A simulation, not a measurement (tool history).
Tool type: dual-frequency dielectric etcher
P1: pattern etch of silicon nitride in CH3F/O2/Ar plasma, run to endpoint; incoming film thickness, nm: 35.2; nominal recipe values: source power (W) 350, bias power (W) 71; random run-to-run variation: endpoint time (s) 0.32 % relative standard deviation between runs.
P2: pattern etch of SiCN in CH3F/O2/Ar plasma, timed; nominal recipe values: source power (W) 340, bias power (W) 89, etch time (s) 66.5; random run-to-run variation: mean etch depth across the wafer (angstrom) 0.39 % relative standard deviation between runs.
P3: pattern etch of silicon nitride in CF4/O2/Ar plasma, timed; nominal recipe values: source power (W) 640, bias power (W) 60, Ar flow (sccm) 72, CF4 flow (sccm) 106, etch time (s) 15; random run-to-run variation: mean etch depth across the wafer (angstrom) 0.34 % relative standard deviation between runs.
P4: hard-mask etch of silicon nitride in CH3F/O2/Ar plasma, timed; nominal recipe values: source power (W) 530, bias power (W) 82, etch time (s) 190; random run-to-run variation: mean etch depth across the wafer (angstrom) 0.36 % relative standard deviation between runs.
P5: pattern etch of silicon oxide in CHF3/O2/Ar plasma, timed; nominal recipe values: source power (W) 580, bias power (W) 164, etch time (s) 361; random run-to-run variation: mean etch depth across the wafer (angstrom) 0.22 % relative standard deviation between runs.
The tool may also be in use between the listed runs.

run   hour  process that ran  source power (W)  bias power (W)  etch time (s)  Ar flow (sccm)  CF4 flow (sccm)  hours since the last wet clean  hours since the last source power generator calibration  hours since the last bias power generator calibration  endpoint time (s)  mean etch depth across the wafer (angstrom)
  1    9.5                P1               350              71                                                                           502.2                                                   1175.1                                                 3473.3             52.056
  2   14.7                P1               350              71                                                                           507.4                                                   1180.3                                                 3478.5             51.727
  3   21.8                P1               280              71                                                                           514.5                                                   1187.4                                                 3485.6             56.808
  4   32.1                P4               370              82            190                                                            524.8                                                   1197.7                                                 3495.9                                                          1341.6
  5   41.6                P3               640              60             15              72               73                           534.3                                                   1207.2                                                 3505.4                                                          376.18
  6   48.9                P4               530              82            190                                                            541.6                                                   1214.5                                                 3512.7                                                          1544.9
  7   54.2                P3               640              60             15              72              106                           546.9                                                   1219.8                                                   3518                                                          386.91
  8   60.5                P4               530              82          140.5                                                            553.2                                                   1226.1                                                 3524.3                                                          1142.9
  9   69.4                P4               530              82            190                                                            562.1                                                     1235                                                 3533.2                                                          1544.3
 10   79.1                P4               530             107            190                                                            571.8                                                   1244.7                                                 3542.9                                                          1687.3
 11   84.4                P1               350              45                                                                           577.1                                                     1250                                                 3548.2             60.767
 12   91.8                P1               350              71                                                                           584.5                                                   1257.4                                                 3555.6             52.207
 13   98.5                P1               350              90                                                                           591.2                                                   1264.1                                                 3562.3              48.06
 14  103.9                P3               640              60             15              72              106                           596.6                                                   1269.5                                                 3567.7                                                          390.43
 15  111.5                P5               580             229            361                                                            604.2                                                   1277.1                                                 3575.3                                                          7356.3
 16  120.4                P1               350              71                                                                           613.1                                                     1286                                                 3584.2             52.109
 17  127.9                P1               350              71                                                                           620.6                                                   1293.5                                                 3591.7             52.313
 18  135.5                P5               580             164            500                                                            628.2                                                   1301.1                                                 3599.3                                                          9145.9
 19    147                P3               640              38             15              72              106                           639.7                                                   1312.6                                                 3610.8                                                          333.01
 20  153.1                P2               340             114           66.5                                                            645.8                                                   1318.7                                                 3616.9                                                          273.91
 21  161.3                P3               640              60             15              91              106                             654                                                   1326.9                                                 3625.1                                                          381.26

The next listed run, before its measurement:
 22   172                P2               340              89           66.5                                                            664.7                                                   1337.6                                                 3635.8                                                               ?

Run 22 produced mean etch depth across the wafer (angstrom) 249.66.

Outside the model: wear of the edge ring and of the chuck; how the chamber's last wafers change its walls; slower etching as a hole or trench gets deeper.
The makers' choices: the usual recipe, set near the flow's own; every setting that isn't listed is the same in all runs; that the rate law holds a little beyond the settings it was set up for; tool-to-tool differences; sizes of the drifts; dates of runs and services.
